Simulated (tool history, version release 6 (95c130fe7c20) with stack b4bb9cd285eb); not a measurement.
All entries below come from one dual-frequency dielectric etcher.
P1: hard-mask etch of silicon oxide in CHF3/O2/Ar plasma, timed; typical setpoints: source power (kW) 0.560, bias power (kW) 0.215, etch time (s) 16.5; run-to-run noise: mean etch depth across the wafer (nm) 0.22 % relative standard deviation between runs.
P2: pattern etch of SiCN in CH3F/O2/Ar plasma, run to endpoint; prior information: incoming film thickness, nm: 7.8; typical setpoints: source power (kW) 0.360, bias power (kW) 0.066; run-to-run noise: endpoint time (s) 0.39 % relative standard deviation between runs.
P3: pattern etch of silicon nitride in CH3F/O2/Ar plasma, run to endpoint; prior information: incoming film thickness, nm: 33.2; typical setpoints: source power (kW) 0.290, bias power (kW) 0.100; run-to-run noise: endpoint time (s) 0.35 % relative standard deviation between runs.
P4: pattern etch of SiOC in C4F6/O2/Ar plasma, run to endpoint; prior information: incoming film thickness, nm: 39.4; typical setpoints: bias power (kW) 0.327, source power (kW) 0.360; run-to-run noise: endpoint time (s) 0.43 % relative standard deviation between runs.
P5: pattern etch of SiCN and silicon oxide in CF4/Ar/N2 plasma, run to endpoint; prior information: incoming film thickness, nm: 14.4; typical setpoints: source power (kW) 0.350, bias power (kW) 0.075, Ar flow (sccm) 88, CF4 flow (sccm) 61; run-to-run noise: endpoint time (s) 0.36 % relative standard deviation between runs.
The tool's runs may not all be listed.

| run | day | process that ran | source power (kW) | bias power (kW) | etch time (s) | Ar flow (sccm) | CF4 flow (sccm) | hours since the last wet clean | hours since the last source power generator calibration | hours since the last bias power generator calibration | mean etch depth across the wafer (nm) | endpoint time (s) |
|---|---|---|---|---|---|---|---|---|---|---|---|---|
| 1 | 0.167 | P1 | 0.560 | 0.215 | 16.5 |  |  | 265.9 | 382.7 | 2193.0 | 34.798 |  |
| 2 | 0.333 | P4 | 0.510 | 0.327 |  |  |  | 269.9 | 386.7 | 2197.0 |  | 14.328 |
| 3 | 0.496 | P5 | 0.350 | 0.075 |  | 88 | 47 | 273.8 | 390.6 | 2200.9 |  | 21.457 |
| 4 | 0.662 | P1 | 0.560 | 0.215 | 22.0 |  |  | 277.8 | 394.6 | 2204.9 | 46.454 |  |
| 5 | 0.788 | P5 | 0.350 | 0.075 |  | 59 | 61 | 280.8 | 397.6 | 2207.9 |  | 19.371 |
| 6 | 0.921 | P1 | 0.560 | 0.258 | 16.5 |  |  | 284.0 | 400.8 | 2211.1 | 37.126 |  |
| 7 | 1.096 | P1 | 0.560 | 0.215 | 12.5 |  |  | 288.2 | 405.0 | 2215.3 | 26.310 |  |
| 8 | 1.188 | P5 | 0.350 | 0.075 |  | 88 | 61 | 290.4 | 407.2 | 2217.5 |  | 20.523 |
| 9 | 1.346 | P2 | 0.360 | 0.080 |  |  |  | 294.2 | 411.0 | 2221.3 |  | 20.217 |
| 10 | 1.517 | P1 | 0.560 | 0.215 | 16.5 |  |  | 298.3 | 415.1 | 2225.4 | 34.734 |  |
| 11 | 1.608 | P1 | 0.790 | 0.215 | 16.5 |  |  | 300.5 | 417.3 | 2227.6 | 39.671 |  |
| 12 | 1.767 | P3 | 0.180 | 0.100 |  |  |  | 304.3 | 421.1 | 2231.4 |  | 55.618 |
| 13 | 1.850 | P4 | 0.360 | 0.327 |  |  |  | 306.3 | 423.1 | 2233.4 |  | 16.303 |
| 14 | 1.942 | P4 | 0.360 | 0.448 |  |  |  | 308.5 | 425.3 | 2235.6 |  | 14.574 |
| 15 | 2.125 | P1 | 0.350 | 0.215 | 16.5 |  |  | 312.9 | 429.7 | 2240.0 | 29.162 |  |
| 16 | 2.254 | P3 | 0.290 | 0.100 |  |  |  | 316.0 | 432.8 | 2243.1 |  | 46.999 |
| 17 | 2.396 | P5 | 0.350 | 0.050 |  | 88 | 61 | 319.4 | 436.2 | 2246.5 |  | 23.418 |
| 18 | 2.533 | P2 | 0.460 | 0.066 |  |  |  | 322.7 | 439.5 | 2249.8 |  | 19.750 |
| 19 | 2.667 | P1 | 0.560 | 0.215 | 16.5 |  |  | 325.9 | 442.7 | 2253.0 | 34.827 |  |
| 20 | 2.788 | P1 | 0.470 | 0.215 | 23.5 |  |  | 328.8 | 445.6 | 2255.9 | 46.232 |  |
| 21 | 2.929 | P1 | 0.560 | 0.215 | 16.5 |  |  | 332.2 | 449.0 | 2259.3 | 34.740 |  |
| 22 | 3.075 | P1 | 0.560 | 0.167 | 16.5 |  |  | 335.7 | 452.5 | 2262.8 | 31.892 |  |
| 23 | 3.171 | P5 | 0.270 | 0.075 |  | 88 | 61 | 338.0 | 454.8 | 2265.1 |  | 25.746 |
| 24 | 3.258 | P2 | 0.360 | 0.066 |  |  |  | 340.1 | 456.9 | 2267.2 |  | 21.696 |
| 25 | 3.342 | P3 | 0.290 | 0.062 |  |  |  | 342.1 | 458.9 | 2269.2 |  | 55.665 |
| 26 | 3.504 | P1 | 0.560 | 0.215 | 16.5 |  |  | 346.0 | 462.8 | 2273.1 | 34.583 |  |
| 27 | 3.671 | P1 | 0.560 | 0.215 | 16.5 |  |  | 350.0 | 466.8 | 2277.1 | 34.425 |  |
| 28 | 3.754 | P1 | 0.560 | 0.215 | 16.5 |  |  | 352.0 | 468.8 | 2279.1 | 34.400 |  |
| 29 | 3.838 | P1 | 0.560 | 0.215 | 16.5 |  |  | 354.0 | 470.8 | 2281.1 | 34.406 |  |

Predict the results of run 30:
| 30 | 3.921 | P1 | 0.560 | 0.215 | 16.5 |  |  | 356.0 | 472.8 | 2283.1 | ? |  |

{"run 30": {"mean etch depth across the wafer (nm)": 34.272}}

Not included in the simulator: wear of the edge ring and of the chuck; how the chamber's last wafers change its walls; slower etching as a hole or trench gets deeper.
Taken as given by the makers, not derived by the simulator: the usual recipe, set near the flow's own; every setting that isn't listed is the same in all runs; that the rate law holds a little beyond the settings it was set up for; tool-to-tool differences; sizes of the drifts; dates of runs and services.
